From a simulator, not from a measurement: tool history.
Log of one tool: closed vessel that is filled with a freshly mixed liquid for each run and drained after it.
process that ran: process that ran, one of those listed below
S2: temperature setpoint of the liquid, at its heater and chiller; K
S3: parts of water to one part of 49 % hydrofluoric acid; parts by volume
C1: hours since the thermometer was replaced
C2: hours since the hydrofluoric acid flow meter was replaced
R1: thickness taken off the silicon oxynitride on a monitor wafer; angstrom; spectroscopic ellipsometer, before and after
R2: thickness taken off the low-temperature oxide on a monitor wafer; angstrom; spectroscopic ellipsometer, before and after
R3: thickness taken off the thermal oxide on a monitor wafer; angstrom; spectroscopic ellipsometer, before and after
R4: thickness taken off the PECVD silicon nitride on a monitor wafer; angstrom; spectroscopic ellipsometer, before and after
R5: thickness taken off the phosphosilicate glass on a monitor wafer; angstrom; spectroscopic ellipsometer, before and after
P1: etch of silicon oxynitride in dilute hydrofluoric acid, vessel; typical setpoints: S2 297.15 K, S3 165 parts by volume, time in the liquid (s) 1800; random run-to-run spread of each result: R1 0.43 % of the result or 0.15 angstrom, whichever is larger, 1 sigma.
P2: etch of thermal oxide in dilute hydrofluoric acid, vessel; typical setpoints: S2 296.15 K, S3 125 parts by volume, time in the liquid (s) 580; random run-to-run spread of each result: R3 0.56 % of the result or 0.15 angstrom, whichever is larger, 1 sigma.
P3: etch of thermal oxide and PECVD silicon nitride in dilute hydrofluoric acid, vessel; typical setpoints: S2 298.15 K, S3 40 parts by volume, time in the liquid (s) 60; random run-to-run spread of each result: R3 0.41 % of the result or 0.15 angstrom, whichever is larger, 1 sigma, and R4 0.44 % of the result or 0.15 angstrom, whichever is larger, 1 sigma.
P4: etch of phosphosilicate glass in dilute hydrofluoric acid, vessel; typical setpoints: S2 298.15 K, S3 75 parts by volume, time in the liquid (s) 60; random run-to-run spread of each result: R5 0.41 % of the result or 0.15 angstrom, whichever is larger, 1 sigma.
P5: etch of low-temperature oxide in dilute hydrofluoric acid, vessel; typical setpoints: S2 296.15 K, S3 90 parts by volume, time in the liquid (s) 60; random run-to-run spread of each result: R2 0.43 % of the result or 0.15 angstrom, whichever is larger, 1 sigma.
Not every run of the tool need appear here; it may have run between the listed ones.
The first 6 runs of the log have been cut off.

run 7 hour=84.1 | process_that_ran=P4 S2=298.15 S3=75 time_in_the_liquid_(s)=60 | C1=346.1 C2=370.7 | R5=938.1
run 8 hour=96.7 | process_that_ran=P3 S2=298.15 S3=70 time_in_the_liquid_(s)=60 | C1=358.7 C2=383.3 | R3=43.712 R4=29.9
run 9 hour=107.6 | process_that_ran=P2 S2=296.15 S3=125 time_in_the_liquid_(s)=145 | C1=369.6 C2=394.2 | R3=50.737
run 10 hour=117.3 | process_that_ran=P5 S2=296.15 S3=90 time_in_the_liquid_(s)=60 | C1=379.3 C2=403.9 | R2=161.81
run 11 hour=131.7 | process_that_ran=P1 S2=302.65 S3=165 time_in_the_liquid_(s)=1800 | C1=393.7 C2=418.3 | R1=258.03
run 12 hour=147.9 | process_that_ran=P5 S2=296.15 S3=125 time_in_the_liquid_(s)=60 | C1=409.9 C2=434.5 | R2=112.55
run 13 hour=161.5 | process_that_ran=P4 S2=292.15 S3=75 time_in_the_liquid_(s)=60 | C1=423.5 C2=448.1 | R5=732.79
run 14 hour=175.3 | process_that_ran=P1 S2=297.15 S3=165 time_in_the_liquid_(s)=2910 | C1=437.3 C2=461.9 | R1=328.32
run 15 hour=183.7 | process_that_ran=P1 S2=297.15 S3=235 time_in_the_liquid_(s)=2620 | C1=445.7 C2=470.3 | R1=196.17
run 16 hour=202.1 | process_that_ran=P1 S2=297.15 S3=165 time_in_the_liquid_(s)=1800 | C1=464.1 C2=488.7 | R1=203.47
run 17 hour=219.7 | process_that_ran=P4 S2=298.15 S3=20 time_in_the_liquid_(s)=60 | C1=481.7 C2=506.3 | R5=3805.2
run 18 hour=237 | process_that_ran=P1 S2=297.15 S3=165 time_in_the_liquid_(s)=1800 | C1=499 C2=523.6 | R1=203.93
run 19 hour=249 | process_that_ran=P2 S2=296.15 S3=125 time_in_the_liquid_(s)=580 | C1=511 C2=535.6 | R3=198.27
run 20 hour=260.2 | process_that_ran=P5 S2=296.15 S3=90 time_in_the_liquid_(s)=60 | C1=522.2 C2=546.8 | R2=161.18
run 21 hour=268.4 | process_that_ran=P3 S2=298.15 S3=40 time_in_the_liquid_(s)=60 | C1=530.4 C2=555 | R3=79.489 R4=51.399
run 22 hour=285.4 | process_that_ran=P2 S2=296.15 S3=125 time_in_the_liquid_(s)=580 | C1=547.4 C2=572 | R3=199.09
run 23 hour=297.2 | process_that_ran=P1 S2=297.15 S3=165 time_in_the_liquid_(s)=260 | C1=559.2 C2=583.8 | R1=29.016
run 24 hour=311.9 | process_that_ran=P4 S2=298.15 S3=75 time_in_the_liquid_(s)=30 | C1=573.9 C2=598.5 | R5=470.36
run 25 hour=327.5 | process_that_ran=P1 S2=297.15 S3=255 time_in_the_liquid_(s)=1800 | C1=589.5 C2=614.1 | R1=122.23

Run 26 comes next. What will it give?
run 26 hour=345.9 | process_that_ran=P1 S2=297.15 S3=165 time_in_the_liquid_(s)=1800 | C1=607.9 C2=632.5 | R1=?

Run 26 measured R1 203.43 angstrom.
